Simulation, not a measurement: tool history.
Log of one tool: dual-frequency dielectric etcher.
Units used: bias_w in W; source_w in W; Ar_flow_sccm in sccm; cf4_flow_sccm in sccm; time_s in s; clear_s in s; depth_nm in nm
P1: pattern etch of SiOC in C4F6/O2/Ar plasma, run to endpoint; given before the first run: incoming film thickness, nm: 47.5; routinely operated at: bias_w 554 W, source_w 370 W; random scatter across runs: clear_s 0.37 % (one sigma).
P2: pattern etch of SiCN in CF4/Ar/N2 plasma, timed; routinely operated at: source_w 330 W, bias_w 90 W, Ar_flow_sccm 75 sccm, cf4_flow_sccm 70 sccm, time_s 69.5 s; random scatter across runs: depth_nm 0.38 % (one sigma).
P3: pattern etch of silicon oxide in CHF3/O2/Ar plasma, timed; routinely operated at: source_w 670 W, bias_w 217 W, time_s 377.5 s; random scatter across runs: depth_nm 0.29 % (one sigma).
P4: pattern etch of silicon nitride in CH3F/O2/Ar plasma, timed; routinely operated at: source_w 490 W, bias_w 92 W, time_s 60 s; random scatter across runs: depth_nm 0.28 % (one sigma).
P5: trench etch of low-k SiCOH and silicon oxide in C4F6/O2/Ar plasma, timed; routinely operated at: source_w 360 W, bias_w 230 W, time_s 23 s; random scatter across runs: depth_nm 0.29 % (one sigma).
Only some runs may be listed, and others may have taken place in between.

run,day,process,bias_w,source_w,Ar_flow_sccm,cf4_flow_sccm,time_s,hours since the last wet clean,hours since the last bias power generator calibration,hours since the last source power generator calibration,clear_s,depth_nm
1,0.367,P1,554,370,,,,100.1,818.7,2320.6,16.159,
2,0.717,P1,554,370,,,,108.5,827.1,2329,16.157,
3,1.096,P2,90,330,48,70,69.5,117.6,836.2,2338.1,,53.315
4,1.342,P2,90,330,75,70,69.5,123.5,842.1,2344,,50.256
5,1.746,P1,689,440,,,,133.2,851.8,2353.7,13.819,
6,2.1,P4,92,490,,,60,141.7,860.3,2362.2,,48.344
7,2.488,P5,142,360,,,23,151,869.6,2371.5,,64.558
8,2.896,P2,90,330,75,70,69.5,160.8,879.4,2381.3,,50.503
9,3.283,P2,90,330,75,89,69.5,170.1,888.7,2390.6,,51.622
10,3.492,P2,125,330,75,70,69.5,175.1,893.7,2395.6,,56.679
11,3.867,P3,217,930,,,377.5,184.1,902.7,2404.6,,947.38
12,4.079,P1,365,470,,,,189.2,907.8,2409.7,17.251,
13,4.458,P3,217,670,,,377.5,198.3,916.9,2418.8,,832.32
14,4.846,P2,90,330,75,70,42,207.6,926.2,2428.1,,30.311
15,5.138,P1,347,370,,,,214.6,933.2,2435.1,19.139,
16,5.462,P3,147,670,,,377.5,222.4,941,2442.9,,729.84
17,5.812,P1,554,370,,,,230.8,949.4,2451.3,16.152,
18,6.138,P3,217,670,,,269.5,238.6,957.2,2459.1,,596.35
19,6.438,P1,554,370,,,,245.8,964.4,2466.3,16.096,
20,6.742,P1,554,240,,,,253.1,971.7,2473.6,18.875,
21,7.15,P4,92,490,,,33,262.9,981.5,2483.4,,26.424
22,7.592,P2,90,250,75,70,69.5,273.5,992.1,2494,,39.435
23,7.829,P1,554,370,,,,279.2,997.8,2499.7,16.152,
24,8.038,P5,230,240,,,23,284.2,1002.8,2504.7,,64.263
25,8.4,P1,703,440,,,,292.9,1011.5,2513.4,13.815,
26,8.804,P5,230,360,,,14,302.6,1021.2,2523.1,,45.858
27,9.054,P1,554,370,,,,308.6,1027.2,2529.1,16.233,
28,9.383,P1,554,480,,,,316.5,1035.1,2537,14.597,
29,9.638,P5,230,360,,,23,322.6,1041.2,2543.1,,75.445
30,9.908,P3,217,670,,,377.5,329.1,1047.7,2549.6,,836.72
31,10.238,P4,92,610,,,60,337,1055.6,2557.5,,52.221
32,10.438,P1,738,370,,,,341.8,1060.4,2562.3,14.413,
33,10.738,P4,92,490,,,60,349,1067.6,2569.5,,48.164
34,11.133,P4,58,490,,,60,358.5,1077.1,2579,,41.33
35,11.592,P1,554,370,,,,369.5,1088.1,2590,16.082,
36,11.846,P1,554,370,,,,375.6,1094.2,2596.1,16.281,
37,12.2,P1,554,370,,,,384.1,1102.7,2604.6,16.327,
38,12.521,P1,554,370,,,,391.8,1110.4,2612.3,16.493,
39,12.738,P1,554,370,,,,397,1115.6,2617.5,16.394,
# day 12.942: wet clean of the chamber
40,13.038,P1,554,370,,,,2.4,1122.8,2624.7,16.557,
41,13.254,P1,554,370,,,,7.6,1128,2629.9,16.448,
42,13.579,P1,554,370,,,,15.4,1135.8,2637.7,16.485,

What P1 gives has crept away from where it was. These 2 causes fit the log equally well, each at the size given:
A: bias power that arrives under what is set, % = 4.75
B: source power that arrives under what is set, % = 4.91
The creep began at about day 11.592.
Other possible causes, and why each is ruled out:
chamber walls in a state that lowers the etch rate, %: serviced at day 12.942, which brought nothing back

The check runs listed below each take one wafer, and their results are still question marks. Under which run would the listed causes lead to clearly different results?
check 1,13.904,P5,176,360,,,23,,,,,?
check 2,13.904,P2,90,250,63,70,69.5,,,,,?
check 3,13.904,P3,158,830,,,377.5,,,,,?
check 4,13.904,P4,64,570,,,60,,,,,?

Expected result of each check under each candidate cause:
check,result,if A,if B
check 1,depth_nm,68.113,67.824
check 2,depth_nm,39.613,38.562
check 3,depth_nm,800.93,797.67
check 4,depth_nm,44.421,44.254
Smallest distance between any two causes, each pair judged by its most separating result, in per cent: check 1 0.42 %; check 2 2.69 %; check 3 0.41 %; check 4 0.38 %
The other checks would show nearly matching results whichever cause is true, so check 2 is the only one that separates the causes.

Check 2 was then run and gave: depth_nm 38.358 nm. Which cause is it?

It is B: source power that arrives under what is set, %.
